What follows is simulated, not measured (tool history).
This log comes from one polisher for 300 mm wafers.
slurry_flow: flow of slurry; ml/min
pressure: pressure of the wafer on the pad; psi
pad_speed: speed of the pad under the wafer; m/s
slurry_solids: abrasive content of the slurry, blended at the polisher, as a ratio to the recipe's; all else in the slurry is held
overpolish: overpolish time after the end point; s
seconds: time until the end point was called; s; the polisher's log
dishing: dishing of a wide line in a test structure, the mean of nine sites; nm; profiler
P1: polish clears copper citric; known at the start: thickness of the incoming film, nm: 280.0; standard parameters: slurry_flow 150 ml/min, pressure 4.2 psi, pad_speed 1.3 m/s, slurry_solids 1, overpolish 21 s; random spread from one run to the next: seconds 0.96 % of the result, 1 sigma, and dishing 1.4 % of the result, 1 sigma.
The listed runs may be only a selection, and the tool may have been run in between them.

run	day	slurry_flow	pressure	pad_speed	slurry_solids	overpolish	seconds	dishing
1	0.321	150	4.2	1.3	1	21	66.832	54.611
2	0.596	150	4.2	1.3	1	21	67.884	53.608
3	0.838	150	4.2	0.78	1	21	112.2	35.84
4	1.171	90	4.2	1.3	1	21	76.587	50.288
5	1.404	150	4.2	1.3	1	21	67.775	54.808
6	1.725	230	2	1.3	1	21	129.95	30.138
7	2.075	150	2.2	1.3	1	21	128.48	30.528
# day 2.133: slurry nozzle cleaned
8	2.3	150	4.2	1.84	1	21	48.257	69.383
9	2.504	150	4.2	1.3	1.5	21	61.99	58.671
10	2.812	150	6.4	1.3	1	21	44.327	75.703
11	2.979	150	4.2	1.3	1	21	68.436	52.953
12	3.3	150	4.2	1.3	1	21	66.998	53.896
13	3.525	150	4.2	1.3	1	21	68.164	53.363
14	3.854	225	4.2	1.3	1	21	63.818	58.142
15	4.062	150	4.2	1.3	0.55	21	78.55	49.784
16	4.346	220	4.2	1.68	1	21	49.284	67.5
17	4.667	150	4.2	1.3	1	6	68.394	18.382
18	4.858	150	4.2	1.3	1	38	67.043	84.785
19	5.179	150	4.2	1.3	1	21	67.002	54.909
20	5.438	150	4.2	1.3	1	21	72.17	51.632
21	5.633	150	4.2	1.3	1	21	73.538	51.355
22	5.829	150	4.2	1.3	1	21	75.184	51.105
23	6.079	150	4.2	1.3	1	21	74.768	51.293
# day 6.258: slurry blender recalibrated
24	6.433	150	4.2	1.3	1	21	75.532	48.803
# day 6.492: head pressure recalibrated
25	6.742	150	4.2	1.3	1	21	74.668	50.081
26	7	150	4.2	1.3	1	21	75.396	48.528

P1 has crept away from where it was. The log is fitted equally well by each of these 2 causes, at the sizes shown:
A: slurry flow missing at the pad, % = 39.2
B: removal rate lost through wear of the pad, % = 10.3
The gradual shift began around day 5.179.
Each remaining cause and why it is not a fit:
head's pressure below its setpoint, %: its service at day 6.492 followed the start of the drift and did not put the process back to its old value
abrasive missing from the slurry, %: its service at day 6.258 followed the start of the drift and did not put the process back to its old value

Consider the 4 check runs below, whose results appear as question marks and each of which averages 5 wafers. Which one distinguishes the causes, in that each cause would give it a clearly different result?
check 1	7.258	150	5.2	1.3	1	21	?	?
check 2	7.258	225	4.2	1.3	1.35	21	?	?
check 3	7.258	150	2.8	1.3	0.75	21	?	?
check 4	7.258	150	4.2	1.3	1.35	6	?	?

Outcome of each check run for each possible cause:
check	result	if A	if B
check 1	seconds	61.132	61.161
check 1	dishing	59.454	59.432
check 2	seconds	64.516	66.749
check 2	dishing	56.379	54.87
check 3	seconds	119.51	119.57
check 3	dishing	33.053	33.039
check 4	seconds	70.71	70.744
check 4	dishing	17.188	17.18
Separation of the two closest causes in each check, using whichever result separates them best: check 1 0.05 %; check 2 3.4 %; check 3 0.05 %; check 4 0.05 %
Check 2 distinguishes between the causes, while the remaining checks would return nearly the same result for all of them.

Running check 2 produced the following: seconds 66.752 s; dishing 54.756 nm. Which one of the listed causes fits?

The correct cause is B, namely: removal rate lost through wear of the pad, %.

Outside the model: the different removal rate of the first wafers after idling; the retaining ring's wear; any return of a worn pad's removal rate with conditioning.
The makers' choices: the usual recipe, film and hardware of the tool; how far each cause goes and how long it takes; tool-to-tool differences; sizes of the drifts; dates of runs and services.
